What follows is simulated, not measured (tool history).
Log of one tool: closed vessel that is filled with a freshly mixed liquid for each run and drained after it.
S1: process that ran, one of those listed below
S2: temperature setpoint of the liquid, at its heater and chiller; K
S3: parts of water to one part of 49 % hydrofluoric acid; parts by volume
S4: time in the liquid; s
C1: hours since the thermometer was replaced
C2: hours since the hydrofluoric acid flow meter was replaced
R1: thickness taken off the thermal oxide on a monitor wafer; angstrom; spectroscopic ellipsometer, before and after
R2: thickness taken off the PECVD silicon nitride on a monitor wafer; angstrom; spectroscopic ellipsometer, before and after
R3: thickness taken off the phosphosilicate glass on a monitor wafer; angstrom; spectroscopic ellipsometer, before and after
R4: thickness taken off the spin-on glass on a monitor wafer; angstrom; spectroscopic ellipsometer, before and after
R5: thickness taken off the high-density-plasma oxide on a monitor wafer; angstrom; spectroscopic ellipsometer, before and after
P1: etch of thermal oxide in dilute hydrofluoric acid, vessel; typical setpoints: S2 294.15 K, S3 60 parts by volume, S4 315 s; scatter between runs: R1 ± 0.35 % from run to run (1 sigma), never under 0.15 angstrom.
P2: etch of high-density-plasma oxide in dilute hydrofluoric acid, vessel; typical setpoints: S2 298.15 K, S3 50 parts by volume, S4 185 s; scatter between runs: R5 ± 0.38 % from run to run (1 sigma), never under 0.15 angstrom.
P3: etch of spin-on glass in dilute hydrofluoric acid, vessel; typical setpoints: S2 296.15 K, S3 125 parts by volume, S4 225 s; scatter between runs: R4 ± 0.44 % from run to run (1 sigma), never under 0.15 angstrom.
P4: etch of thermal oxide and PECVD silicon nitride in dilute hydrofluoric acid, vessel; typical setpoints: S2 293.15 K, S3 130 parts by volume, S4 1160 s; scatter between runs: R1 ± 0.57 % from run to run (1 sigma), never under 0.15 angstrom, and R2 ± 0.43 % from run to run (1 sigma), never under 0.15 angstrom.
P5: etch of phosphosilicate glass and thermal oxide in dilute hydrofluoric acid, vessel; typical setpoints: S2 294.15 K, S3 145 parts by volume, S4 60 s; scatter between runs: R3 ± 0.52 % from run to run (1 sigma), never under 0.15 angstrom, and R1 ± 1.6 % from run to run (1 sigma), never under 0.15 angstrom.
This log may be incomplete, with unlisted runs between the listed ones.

{"run": 1, "hour": 12.0, "S1": "P1", "S2": 294.15, "S3": 60, "S4": 315, "C1": 1540.4, "C2": 338.7, "R1": 235.07}
{"run": 2, "hour": 25.8, "S1": "P1", "S2": 294.15, "S3": 85, "S4": 315, "C1": 1554.2, "C2": 352.5, "R1": 161.94}
{"run": 3, "hour": 38.1, "S1": "P4", "S2": 293.15, "S3": 225, "S4": 1160, "C1": 1566.5, "C2": 364.8, "R1": 184.26, "R2": 229.33}
{"run": 4, "hour": 49.6, "S1": "P1", "S2": 290.15, "S3": 60, "S4": 315, "C1": 1578.0, "C2": 376.3, "R1": 199.96}
{"run": 5, "hour": 57.7, "S1": "P5", "S2": 294.15, "S3": 80, "S4": 60, "C1": 1586.1, "C2": 384.4, "R1": 32.003, "R3": 783.69}
{"run": 6, "hour": 65.9, "S1": "P3", "S2": 296.15, "S3": 125, "S4": 225, "C1": 1594.3, "C2": 392.6, "R4": 588.41}
{"run": 7, "hour": 80.5, "S1": "P2", "S2": 298.15, "S3": 50, "S4": 45, "C1": 1608.9, "C2": 407.2, "R5": 62.544}
{"run": 8, "hour": 94.6, "S1": "P3", "S2": 296.15, "S3": 125, "S4": 75, "C1": 1623.0, "C2": 421.3, "R4": 197.07}
{"run": 9, "hour": 108.5, "S1": "P1", "S2": 298.15, "S3": 100, "S4": 315, "C1": 1636.9, "C2": 435.2, "R1": 158.15}
{"run": 10, "hour": 117.4, "S1": "P4", "S2": 293.15, "S3": 130, "S4": 1160, "C1": 1645.8, "C2": 444.1, "R1": 352.61, "R2": 391.05}
{"run": 11, "hour": 130.9, "S1": "P1", "S2": 294.15, "S3": 20, "S4": 315, "C1": 1659.3, "C2": 457.6, "R1": 740.72}
{"run": 12, "hour": 145.1, "S1": "P3", "S2": 296.15, "S3": 60, "S4": 225, "C1": 1673.5, "C2": 471.8, "R4": 1327.4}
{"run": 13, "hour": 159.2, "S1": "P4", "S2": 290.15, "S3": 130, "S4": 1160, "C1": 1687.6, "C2": 485.9, "R1": 315.2, "R2": 319.56}
{"run": 14, "hour": 169.3, "S1": "P3", "S2": 290.15, "S3": 125, "S4": 225, "C1": 1697.7, "C2": 496.0, "R4": 465.38}
{"run": 15, "hour": 178.5, "S1": "P1", "S2": 294.15, "S3": 60, "S4": 315, "C1": 1706.9, "C2": 505.2, "R1": 236.1}
{"run": 16, "hour": 186.8, "S1": "P5", "S2": 294.15, "S3": 145, "S4": 100, "C1": 1715.2, "C2": 513.5, "R1": 25.941, "R3": 673.76}
{"run": 17, "hour": 200.9, "S1": "P5", "S2": 290.15, "S3": 145, "S4": 60, "C1": 1729.3, "C2": 527.6, "R1": 12.983, "R3": 341.8}
{"run": 18, "hour": 213.2, "S1": "P1", "S2": 294.15, "S3": 60, "S4": 315, "C1": 1741.6, "C2": 539.9, "R1": 236.48}
{"run": 19, "hour": 222.7, "S1": "P5", "S2": 294.15, "S3": 145, "S4": 60, "C1": 1751.1, "C2": 549.4, "R1": 15.52, "R3": 403.95}
{"run": 20, "hour": 230.4, "S1": "P1", "S2": 294.15, "S3": 60, "S4": 525, "C1": 1758.8, "C2": 557.1, "R1": 393.67}
{"run": 21, "hour": 241.2, "S1": "P2", "S2": 298.15, "S3": 50, "S4": 185, "C1": 1769.6, "C2": 567.9, "R5": 256.37}
{"hour": 246.1, "done": "thermometer replaced"}
{"run": 22, "hour": 249.1, "S1": "P1", "S2": 294.15, "S3": 60, "S4": 90, "C1": 3.0, "C2": 575.8, "R1": 67.226}
{"run": 23, "hour": 260.6, "S1": "P2", "S2": 306.15, "S3": 50, "S4": 185, "C1": 14.5, "C2": 587.3, "R5": 350.3}
{"run": 24, "hour": 275.0, "S1": "P1", "S2": 299.65, "S3": 60, "S4": 315, "C1": 28.9, "C2": 601.7, "R1": 296.93}
{"run": 25, "hour": 283.3, "S1": "P4", "S2": 293.15, "S3": 130, "S4": 180, "C1": 37.2, "C2": 610.0, "R1": 54.635, "R2": 61.196}
{"run": 26, "hour": 289.9, "S1": "P1", "S2": 294.15, "S3": 60, "S4": 315, "C1": 43.8, "C2": 616.6, "R1": 235.95}
{"run": 27, "hour": 297.3, "S1": "P2", "S2": 298.15, "S3": 75, "S4": 185, "C1": 51.2, "C2": 624.0, "R5": 165.89}
{"run": 28, "hour": 308.1, "S1": "P1", "S2": 294.15, "S3": 60, "S4": 315, "C1": 62.0, "C2": 634.8, "R1": 235.87}
{"run": 29, "hour": 318.8, "S1": "P1", "S2": 294.15, "S3": 60, "S4": 315, "C1": 72.7, "C2": 645.5, "R1": 234.4}
{"run": 30, "hour": 333.4, "S1": "P1", "S2": 294.15, "S3": 60, "S4": 315, "C1": 87.3, "C2": 660.1, "R1": 225.3}
{"run": 31, "hour": 345.7, "S1": "P1", "S2": 294.15, "S3": 60, "S4": 315, "C1": 99.6, "C2": 672.4, "R1": 220.01}
{"run": 32, "hour": 356.1, "S1": "P1", "S2": 294.15, "S3": 60, "S4": 315, "C1": 110.0, "C2": 682.8, "R1": 217.95}
{"run": 33, "hour": 370.9, "S1": "P1", "S2": 294.15, "S3": 60, "S4": 315, "C1": 124.8, "C2": 697.6, "R1": 215.89}
{"run": 34, "hour": 380.8, "S1": "P1", "S2": 294.15, "S3": 60, "S4": 315, "C1": 134.7, "C2": 707.5, "R1": 216.69}
{"run": 35, "hour": 394.8, "S1": "P1", "S2": 294.15, "S3": 60, "S4": 315, "C1": 148.7, "C2": 721.5, "R1": 216.92}

P1 has crept away from where it was. The log is fitted equally well by each of these 2 causes, at the sizes shown:
A: liquid colder than its thermometer reads (K) = 2.07
B: hydrofluoric acid flow below the setpoint (%) = 7.77
Onset of the creep was near hour 318.8.

Question marks stand in for the results of the 4 check runs listed below, each run on one wafer. Under which run would the listed causes show clearly different results?
{"run": "check 1", "hour": 408.8, "S1": "P4", "S2": 293.15, "S3": 130, "S4": 1160, "R1": "?", "R2": "?"}
{"run": "check 2", "hour": 408.8, "S1": "P2", "S2": 298.15, "S3": 50, "S4": 185, "R5": "?"}
{"run": "check 3", "hour": 408.8, "S1": "P3", "S2": 296.15, "S3": 125, "S4": 225, "R4": "?"}
{"run": "check 4", "hour": 408.8, "S1": "P5", "S2": 294.15, "S3": 145, "S4": 60, "R1": "?", "R3": "?"}

Outcome of each check run for each possible cause:
check=check_1 result=R1 if_A=324.330 if_B=321.670
check=check_1 result=R2 if_A=341.480 if_B=363.210
check=check_2 result=R5 if_A=235.450 if_B=235.130
check=check_3 result=R4 if_A=543.36 if_B=537.51
check=check_4 result=R1 if_A=14.543 if_B=14.381
check=check_4 result=R3 if_A=370.93 if_B=366.78
Per check, the gap between the least separated pair of causes, taken in the result that splits them most: check 1 6.17 %; check 2 0.13 %; check 3 1.08 %; check 4 1.13 %
Check 1 is the one run that separates the causes; every other check would come out nearly the same whichever cause is at work.

Then check 1 was run and gave: R1 326.970 angstrom; R2 342.970 angstrom. Which cause is it?

Of the candidate causes, it is A: liquid colder than its thermometer reads (K).
